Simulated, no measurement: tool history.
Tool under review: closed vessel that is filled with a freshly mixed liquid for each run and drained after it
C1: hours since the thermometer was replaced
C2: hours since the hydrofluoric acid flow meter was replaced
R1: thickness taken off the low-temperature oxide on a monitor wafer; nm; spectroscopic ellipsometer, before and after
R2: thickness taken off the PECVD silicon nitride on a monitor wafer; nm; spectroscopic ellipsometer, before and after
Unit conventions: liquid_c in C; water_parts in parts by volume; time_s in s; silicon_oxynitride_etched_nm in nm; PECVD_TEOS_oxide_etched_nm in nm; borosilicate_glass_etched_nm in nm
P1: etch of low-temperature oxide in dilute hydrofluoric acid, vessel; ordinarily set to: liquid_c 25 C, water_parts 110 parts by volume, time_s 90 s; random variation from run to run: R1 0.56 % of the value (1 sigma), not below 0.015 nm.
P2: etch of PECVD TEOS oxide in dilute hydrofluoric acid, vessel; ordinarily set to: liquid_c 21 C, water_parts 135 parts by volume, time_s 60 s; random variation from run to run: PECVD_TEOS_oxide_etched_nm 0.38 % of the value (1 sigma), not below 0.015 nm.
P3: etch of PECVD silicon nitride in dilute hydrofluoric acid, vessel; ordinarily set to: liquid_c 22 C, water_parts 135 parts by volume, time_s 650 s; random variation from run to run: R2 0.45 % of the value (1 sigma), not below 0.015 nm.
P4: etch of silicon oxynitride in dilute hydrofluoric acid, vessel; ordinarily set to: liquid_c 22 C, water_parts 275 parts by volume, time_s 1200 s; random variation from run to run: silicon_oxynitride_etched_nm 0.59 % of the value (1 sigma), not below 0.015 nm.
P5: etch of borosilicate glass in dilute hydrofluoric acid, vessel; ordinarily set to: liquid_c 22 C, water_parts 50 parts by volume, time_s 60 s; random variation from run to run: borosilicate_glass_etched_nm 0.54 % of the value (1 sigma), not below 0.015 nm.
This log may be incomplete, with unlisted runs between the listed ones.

Run 1, hour 8.9: process P1, liquid_c 25 C, water_parts 110 parts by volume, time_s 90 s; C1 198.2; C2 293.4. Result: R1 10.888 nm.
Run 2, hour 20.5: process P3, liquid_c 22 C, water_parts 135 parts by volume, time_s 975 s; C1 209.8; C2 305. Result: R2 18.844 nm.
Run 3, hour 26.3: process P4, liquid_c 22 C, water_parts 275 parts by volume, time_s 1200 s; C1 215.6; C2 310.8. Result: silicon_oxynitride_etched_nm 4.8989 nm.
Run 4, hour 35.9: process P2, liquid_c 21 C, water_parts 225 parts by volume, time_s 60 s; C1 225.2; C2 320.4. Result: PECVD_TEOS_oxide_etched_nm 3.1216 nm.
Run 5, hour 46.5: process P2, liquid_c 28 C, water_parts 135 parts by volume, time_s 60 s; C1 235.8; C2 331. Result: PECVD_TEOS_oxide_etched_nm 7.4661 nm.
Run 6, hour 52.6: process P1, liquid_c 25 C, water_parts 110 parts by volume, time_s 30 s; C1 241.9; C2 337.1. Result: R1 3.5474 nm.
Run 7, hour 59: process P5, liquid_c 22 C, water_parts 85 parts by volume, time_s 60 s; C1 248.3; C2 343.5. Result: borosilicate_glass_etched_nm 16.236 nm.
Run 8, hour 69: process P3, liquid_c 22 C, water_parts 250 parts by volume, time_s 650 s; C1 258.3; C2 353.5. Result: R2 6.9493 nm.
Run 9, hour 75.6: process P5, liquid_c 22 C, water_parts 50 parts by volume, time_s 60 s; C1 264.9; C2 360.1. Result: borosilicate_glass_etched_nm 29.071 nm.
Run 10, hour 83.6: process P1, liquid_c 25 C, water_parts 110 parts by volume, time_s 90 s; C1 272.9; C2 368.1. Result: R1 10.798 nm.
Run 11, hour 89.5: process P1, liquid_c 20.5 C, water_parts 110 parts by volume, time_s 30 s; C1 278.8; C2 374. Result: R1 2.9743 nm.
Run 12, hour 96.3: process P2, liquid_c 21 C, water_parts 135 parts by volume, time_s 30 s; C1 285.6; C2 380.8. Result: PECVD_TEOS_oxide_etched_nm 2.8726 nm.
Run 13, hour 102.5: process P4, liquid_c 22 C, water_parts 275 parts by volume, time_s 1200 s; C1 291.8; C2 387. Result: silicon_oxynitride_etched_nm 4.9433 nm.
Run 14, hour 107.9: process P1, liquid_c 25 C, water_parts 110 parts by volume, time_s 90 s; C1 297.2; C2 392.4. Result: R1 10.825 nm.
Run 15, hour 113.5: process P4, liquid_c 30 C, water_parts 275 parts by volume, time_s 1200 s; C1 302.8; C2 398. Result: silicon_oxynitride_etched_nm 6.8976 nm.
Run 16, hour 120.7: process P1, liquid_c 25 C, water_parts 45 parts by volume, time_s 90 s; C1 310; C2 405.2. Result: R1 28.529 nm.
Run 17, hour 129.8: process P1, liquid_c 25 C, water_parts 185 parts by volume, time_s 90 s; C1 319.1; C2 414.3. Result: R1 5.8584 nm.
Run 18, hour 136.7: process P5, liquid_c 22 C, water_parts 50 parts by volume, time_s 30 s; C1 326; C2 421.2. Result: borosilicate_glass_etched_nm 14.384 nm.
Run 19, hour 146: process P3, liquid_c 17 C, water_parts 135 parts by volume, time_s 650 s; C1 335.3; C2 430.5. Result: R2 9.0667 nm.
Run 20, hour 155.9: process P1, liquid_c 25 C, water_parts 110 parts by volume, time_s 90 s; C1 345.2; C2 440.4. Result: R1 10.739 nm.
Run 21, hour 165.7: process P1, liquid_c 29 C, water_parts 110 parts by volume, time_s 90 s; C1 355; C2 450.2. Result: R1 12.453 nm.
Run 22, hour 177.2: process P1, liquid_c 19.5 C, water_parts 110 parts by volume, time_s 90 s; C1 366.5; C2 461.7. Result: R1 8.6591 nm.
Run 23, hour 186.2: process P2, liquid_c 21 C, water_parts 135 parts by volume, time_s 60 s; C1 375.5; C2 470.7. Result: PECVD_TEOS_oxide_etched_nm 5.6765 nm.
Run 24, hour 196: process P5, liquid_c 17 C, water_parts 50 parts by volume, time_s 60 s; C1 385.3; C2 480.5. Result: borosilicate_glass_etched_nm 23.182 nm.
Run 25, hour 206.5: process P3, liquid_c 22 C, water_parts 135 parts by volume, time_s 650 s; C1 395.8; C2 491. Result: R2 12.704 nm.
Run 26, hour 212.4: process P1, liquid_c 25 C, water_parts 110 parts by volume, time_s 130 s; C1 401.7; C2 496.9. Result: R1 15.701 nm.
Run 27, hour 219: process P4, liquid_c 22 C, water_parts 80 parts by volume, time_s 1200 s; C1 408.3; C2 503.5. Result: silicon_oxynitride_etched_nm 19.321 nm.
Run 28, hour 230.5: process P4, liquid_c 22 C, water_parts 275 parts by volume, time_s 1925 s; C1 419.8; C2 515. Result: silicon_oxynitride_etched_nm 7.7986 nm.
Run 29, hour 240.7: process P5, liquid_c 22 C, water_parts 50 parts by volume, time_s 60 s; C1 430; C2 525.2. Result: borosilicate_glass_etched_nm 28.807 nm.
Run 30, hour 250.6: process P3, liquid_c 22 C, water_parts 135 parts by volume, time_s 650 s; C1 439.9; C2 535.1. Result: R2 12.642 nm.
Run 31, hour 261.6: process P1, liquid_c 25 C, water_parts 110 parts by volume, time_s 90 s; C1 450.9; C2 546.1. Result: R1 10.784 nm.
Run 32, hour 270.8: process P1, liquid_c 25 C, water_parts 110 parts by volume, time_s 90 s; C1 460.1; C2 555.3. Result: R1 10.502 nm.
Run 33, hour 281: process P1, liquid_c 25 C, water_parts 110 parts by volume, time_s 90 s; C1 470.3; C2 565.5. Result: R1 10.191 nm.
Run 34, hour 289.2: process P1, liquid_c 25 C, water_parts 110 parts by volume, time_s 90 s; C1 478.5; C2 573.7. Result: R1 10.062 nm.
Run 35, hour 298: process P1, liquid_c 25 C, water_parts 110 parts by volume, time_s 90 s; C1 487.3; C2 582.5. Result: R1 9.9163 nm.
Run 36, hour 308: process P1, liquid_c 25 C, water_parts 110 parts by volume, time_s 90 s; C1 497.3; C2 592.5. Result: R1 9.9394 nm.
Run 37, hour 315.9: process P1, liquid_c 25 C, water_parts 110 parts by volume, time_s 90 s; C1 505.2; C2 600.4. Result: R1 9.9704 nm.
Run 38, hour 327.1: process P1, liquid_c 25 C, water_parts 110 parts by volume, time_s 90 s; C1 516.4; C2 611.6. Result: R1 9.8743 nm.

The log shows P1 creeping away from where it was. Any of the 2 causes listed here, at the size stated for it, fits the log just as well as the others:
A: liquid colder than its thermometer reads (K) = 2.03
B: hydrofluoric acid flow below the setpoint (%) = 6.74
The onset of the drift is placed at about hour 261.6.

Each of the 4 check runs below uses one wafer; its results are left as question marks. Which run tells the causes apart?
Run check 1, hour 338.3: process P5, liquid_c 22 C, water_parts 85 parts by volume, time_s 30 s. Result: borosilicate_glass_etched_nm ?.
Run check 2, hour 338.3: process P2, liquid_c 21 C, water_parts 135 parts by volume, time_s 30 s. Result: PECVD_TEOS_oxide_etched_nm ?.
Run check 3, hour 338.3: process P3, liquid_c 19 C, water_parts 230 parts by volume, time_s 650 s. Result: R2 ?.
Run check 4, hour 338.3: process P4, liquid_c 29.5 C, water_parts 275 parts by volume, time_s 1650 s. Result: silicon_oxynitride_etched_nm ?.

If the cause were each of the candidates in turn, the checks would give the following:
  check                        result    if A    if B
check 1  borosilicate_glass_etched_nm  7.4888   7.537
check 2    PECVD_TEOS_oxide_etched_nm  2.6294  2.6326
check 3                            R2  5.4123   5.788
check 4  silicon_oxynitride_etched_nm   8.526  8.4999
Distance between the nearest two causes, measured in the result of the check that separates them most: check 1 0.64 %; check 2 0.12 %; check 3 6.71 %; check 4 0.31 %
Check 3 is the one run that separates the causes; every other check would come out nearly the same whichever cause is at work.

Running check 3 produced the following: R2 5.3615 nm. Which one of the listed causes fits?

A is the cause: liquid colder than its thermometer reads (K).
